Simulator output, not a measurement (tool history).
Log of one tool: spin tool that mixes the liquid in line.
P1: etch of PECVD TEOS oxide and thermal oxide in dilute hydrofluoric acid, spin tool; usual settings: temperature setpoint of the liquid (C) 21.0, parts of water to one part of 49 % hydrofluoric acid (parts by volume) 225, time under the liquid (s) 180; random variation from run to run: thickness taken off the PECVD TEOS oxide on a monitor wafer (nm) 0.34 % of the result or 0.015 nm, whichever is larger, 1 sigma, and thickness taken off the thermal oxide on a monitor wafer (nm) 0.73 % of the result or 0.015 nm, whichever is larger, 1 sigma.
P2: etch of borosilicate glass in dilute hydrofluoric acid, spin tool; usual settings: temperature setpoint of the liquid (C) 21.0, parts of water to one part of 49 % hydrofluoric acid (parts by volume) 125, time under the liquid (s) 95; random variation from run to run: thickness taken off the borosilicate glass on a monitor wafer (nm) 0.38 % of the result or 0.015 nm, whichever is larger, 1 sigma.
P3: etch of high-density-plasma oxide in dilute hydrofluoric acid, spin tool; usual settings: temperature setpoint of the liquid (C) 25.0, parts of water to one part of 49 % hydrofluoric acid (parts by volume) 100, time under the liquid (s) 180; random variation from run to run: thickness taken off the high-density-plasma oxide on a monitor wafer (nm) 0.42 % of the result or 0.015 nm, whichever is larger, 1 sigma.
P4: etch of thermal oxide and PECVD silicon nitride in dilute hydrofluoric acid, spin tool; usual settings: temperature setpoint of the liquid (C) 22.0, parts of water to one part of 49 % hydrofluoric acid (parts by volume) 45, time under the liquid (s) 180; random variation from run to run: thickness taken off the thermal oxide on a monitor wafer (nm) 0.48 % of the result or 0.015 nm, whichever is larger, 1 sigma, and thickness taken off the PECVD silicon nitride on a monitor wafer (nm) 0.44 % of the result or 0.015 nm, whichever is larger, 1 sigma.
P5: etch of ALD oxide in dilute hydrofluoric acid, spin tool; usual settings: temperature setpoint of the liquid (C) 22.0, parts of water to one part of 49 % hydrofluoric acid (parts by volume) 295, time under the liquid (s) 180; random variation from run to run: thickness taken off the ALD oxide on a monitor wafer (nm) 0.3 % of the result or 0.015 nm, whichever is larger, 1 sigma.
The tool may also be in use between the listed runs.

run,hour,process that ran,temperature setpoint of the liquid (C),parts of water to one part of 49 % hydrofluoric acid (parts by volume),time under the liquid (s),thickness taken off the PECVD TEOS oxide on a monitor wafer (nm),thickness taken off the thermal oxide on a monitor wafer (nm),thickness taken off the borosilicate glass on a monitor wafer (nm),thickness taken off the ALD oxide on a monitor wafer (nm),thickness taken off the high-density-plasma oxide on a monitor wafer (nm),thickness taken off the PECVD silicon nitride on a monitor wafer (nm)
1,12.9,P1,21.0,225,180,11.1420,3.00560,,,,
2,25.7,P2,17.0,125,95,,,19.495,,,
3,42.4,P5,22.0,65,180,,,,65.5200,,
4,53.1,P1,17.0,225,180,9.5591,2.54940,,,,
5,66.7,P1,21.0,225,45,2.8139,0.73597,,,,
6,79.4,P5,22.0,295,180,,,,11.2970,,
7,90.2,P3,25.0,100,180,,,,,9.5969,
8,99.4,P1,21.0,350,305,10.7900,2.93980,,,,
9,108.3,P5,17.0,295,180,,,,9.3273,,
10,116.5,P4,22.0,45,180,,18.77300,,,,5.9518
11,125.9,P4,22.0,45,265,,27.64200,,,,8.7409
12,143.5,P1,21.0,225,180,11.1940,3.01000,,,,
13,159.3,P1,21.0,385,180,5.5741,1.49040,,,,
14,177.8,P1,21.0,225,180,11.1430,3.01860,,,,
15,193.6,P1,21.0,225,180,11.2090,3.08350,,,,
16,204.0,P5,22.0,295,180,,,,11.2850,,
17,217.3,P4,22.0,75,180,,10.78300,,,,3.6231
18,231.5,P2,21.0,125,95,,,22.914,,,
19,239.9,P1,21.0,225,180,11.1440,3.01170,,,,
20,253.2,P1,21.0,60,180,50.0320,13.51300,,,,
21,264.4,P5,22.0,295,285,,,,17.9470,,
22,278.1,P2,21.0,125,45,,,10.758,,,
23,296.6,P4,17.5,45,180,,15.52300,,,,4.2814
24,305.4,P3,32.5,100,180,,,,,12.9010,
25,322.8,P1,28.5,225,330,26.7680,7.23860,,,,
26,333.1,P3,25.0,100,290,,,,,15.4870,
27,348.4,P1,28.0,225,180,14.3690,3.92850,,,,
28,357.6,P3,25.0,180,180,,,,,4.8442,
29,369.6,P1,21.0,225,365,22.6530,6.10890,,,,
30,380.1,P3,25.0,100,180,,,,,9.6712,
31,395.4,P2,21.0,125,95,,,22.883,,,
32,406.8,P4,22.0,45,180,,18.69400,,,,5.9547
33,420.5,P2,21.0,205,95,,,12.993,,,
34,429.4,P1,17.0,130,180,18.0840,4.87990,,,,
35,438.4,P1,21.0,225,180,11.1320,2.96330,,,,
36,452.4,P1,21.0,225,180,11.1170,2.98360,,,,
37,466.7,P1,21.0,225,180,10.8780,2.96140,,,,
38,477.5,P1,21.0,225,180,10.7340,2.83380,,,,
39,491.4,P1,21.0,225,180,10.5180,2.81200,,,,
40,500.4,P1,21.0,225,180,10.4530,2.83040,,,,
41,514.5,P1,21.0,225,180,10.4020,2.83730,,,,
42,527.4,P1,21.0,225,180,10.3730,2.80530,,,,
43,545.2,P1,21.0,225,180,10.3090,2.80470,,,,
44,554.1,P1,21.0,225,180,10.3860,2.81230,,,,
45,565.1,P1,21.0,225,180,10.2450,2.77150,,,,
46,580.7,P1,21.0,225,180,10.3220,2.78000,,,,
47,596.4,P1,21.0,225,180,10.1980,2.76550,,,,

What P1 gives has crept away from where it was. These 2 causes fit the log equally well, each at the size given:
A: liquid colder than its thermometer reads (K) = 2.16
B: hydrofluoric acid flow below the setpoint (%) = 6.49
The creep began at about hour 452.4.

4 check runs are offered, one wafer each, their results left as question marks. Which one tells the causes apart?
check 1,612.1,P3,25.0,175,275,,,,,?,
check 2,612.1,P4,22.0,60,180,,?,,,,?
check 3,612.1,P5,17.0,295,180,,,,?,,
check 4,612.1,P2,17.0,200,95,,,?,,,

What each check would give under each cause:
check,result,if A,if B
check 1,thickness taken off the high-density-plasma oxide on a monitor wafer (nm),7.0774,7.0806
check 2,thickness taken off the thermal oxide on a monitor wafer (nm),12.58400,12.81600
check 2,thickness taken off the PECVD silicon nitride on a monitor wafer (nm),3.8522,4.1848
check 3,thickness taken off the ALD oxide on a monitor wafer (nm),8.6439,8.6351
check 4,thickness taken off the borosilicate glass on a monitor wafer (nm),10.387,10.465
How far apart the two closest causes lie, in the result that separates them most: check 1 0.05 %; check 2 8.28 %; check 3 0.1 %; check 4 0.74 %
Check 2 tells the causes apart: in the others they would give nearly the same result.

Check 2 was then run and gave: thickness taken off the thermal oxide on a monitor wafer (nm) 12.82400; thickness taken off the PECVD silicon nitride on a monitor wafer (nm) 4.1636. Which cause is it?

It is B: hydrofluoric acid flow below the setpoint (%).
